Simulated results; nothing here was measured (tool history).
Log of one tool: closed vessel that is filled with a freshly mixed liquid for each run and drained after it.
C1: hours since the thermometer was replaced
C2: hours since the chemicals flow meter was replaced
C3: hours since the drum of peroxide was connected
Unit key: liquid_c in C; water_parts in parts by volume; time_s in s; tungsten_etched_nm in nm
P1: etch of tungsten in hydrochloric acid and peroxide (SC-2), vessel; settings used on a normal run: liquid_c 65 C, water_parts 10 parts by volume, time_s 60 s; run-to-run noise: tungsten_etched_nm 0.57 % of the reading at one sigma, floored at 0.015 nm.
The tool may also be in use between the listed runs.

{"run": 1, "hour": 9.3, "liquid_c": 65, "water_parts": 10, "time_s": 60, "C1": 375, "C2": 334, "C3": 425.3, "tungsten_etched_nm": 41.646}
{"run": 2, "hour": 27.4, "liquid_c": 65, "water_parts": 10, "time_s": 60, "C1": 393.1, "C2": 352.1, "C3": 443.4, "tungsten_etched_nm": 42.289}
{"run": 3, "hour": 38.9, "liquid_c": 72, "water_parts": 10, "time_s": 60, "C1": 404.6, "C2": 363.6, "C3": 454.9, "tungsten_etched_nm": 63.849}
{"run": 4, "hour": 46.9, "liquid_c": 50.5, "water_parts": 10, "time_s": 60, "C1": 412.6, "C2": 371.6, "C3": 462.9, "tungsten_etched_nm": 16.747}
{"run": 5, "hour": 59.5, "liquid_c": 65, "water_parts": 10, "time_s": 60, "C1": 425.2, "C2": 384.2, "C3": 475.5, "tungsten_etched_nm": 41.445}
{"run": 6, "hour": 77.8, "liquid_c": 65, "water_parts": 4, "time_s": 60, "C1": 443.5, "C2": 402.5, "C3": 493.8, "tungsten_etched_nm": 83.83}
{"run": 7, "hour": 92.5, "liquid_c": 65, "water_parts": 17.5, "time_s": 60, "C1": 458.2, "C2": 417.2, "C3": 508.5, "tungsten_etched_nm": 25.596}
{"run": 8, "hour": 100.6, "liquid_c": 65, "water_parts": 10, "time_s": 60, "C1": 466.3, "C2": 425.3, "C3": 516.6, "tungsten_etched_nm": 41.449}
{"hour": 103.3, "done": "chemicals flow meter replaced"}
{"run": 9, "hour": 118.1, "liquid_c": 65, "water_parts": 10, "time_s": 30, "C1": 483.8, "C2": 14.9, "C3": 534.1, "tungsten_etched_nm": 20.884}
{"run": 10, "hour": 130.6, "liquid_c": 65, "water_parts": 10, "time_s": 60, "C1": 496.3, "C2": 27.4, "C3": 546.6, "tungsten_etched_nm": 41.849}
{"run": 11, "hour": 146.3, "liquid_c": 65, "water_parts": 10, "time_s": 100, "C1": 512, "C2": 43.1, "C3": 562.3, "tungsten_etched_nm": 69.982}
{"run": 12, "hour": 158.0, "liquid_c": 72, "water_parts": 10, "time_s": 115, "C1": 523.7, "C2": 54.8, "C3": 574, "tungsten_etched_nm": 123.41}
{"run": 13, "hour": 172.8, "liquid_c": 65, "water_parts": 10, "time_s": 60, "C1": 538.5, "C2": 69.6, "C3": 588.8, "tungsten_etched_nm": 42.115}
{"run": 14, "hour": 182.1, "liquid_c": 65, "water_parts": 10, "time_s": 60, "C1": 547.8, "C2": 78.9, "C3": 598.1, "tungsten_etched_nm": 43.317}
{"run": 15, "hour": 190.0, "liquid_c": 65, "water_parts": 10, "time_s": 60, "C1": 555.7, "C2": 86.8, "C3": 606, "tungsten_etched_nm": 43.764}
{"run": 16, "hour": 198.2, "liquid_c": 65, "water_parts": 10, "time_s": 60, "C1": 563.9, "C2": 95, "C3": 614.2, "tungsten_etched_nm": 44.663}

Forecast run 17:
{"run": 17, "hour": 215.6, "liquid_c": 65, "water_parts": 10, "time_s": 60, "C1": 581.3, "C2": 112.4, "C3": 631.6, "tungsten_etched_nm": "?"}

For run 17 the tool returned tungsten_etched_nm 44.815 nm.

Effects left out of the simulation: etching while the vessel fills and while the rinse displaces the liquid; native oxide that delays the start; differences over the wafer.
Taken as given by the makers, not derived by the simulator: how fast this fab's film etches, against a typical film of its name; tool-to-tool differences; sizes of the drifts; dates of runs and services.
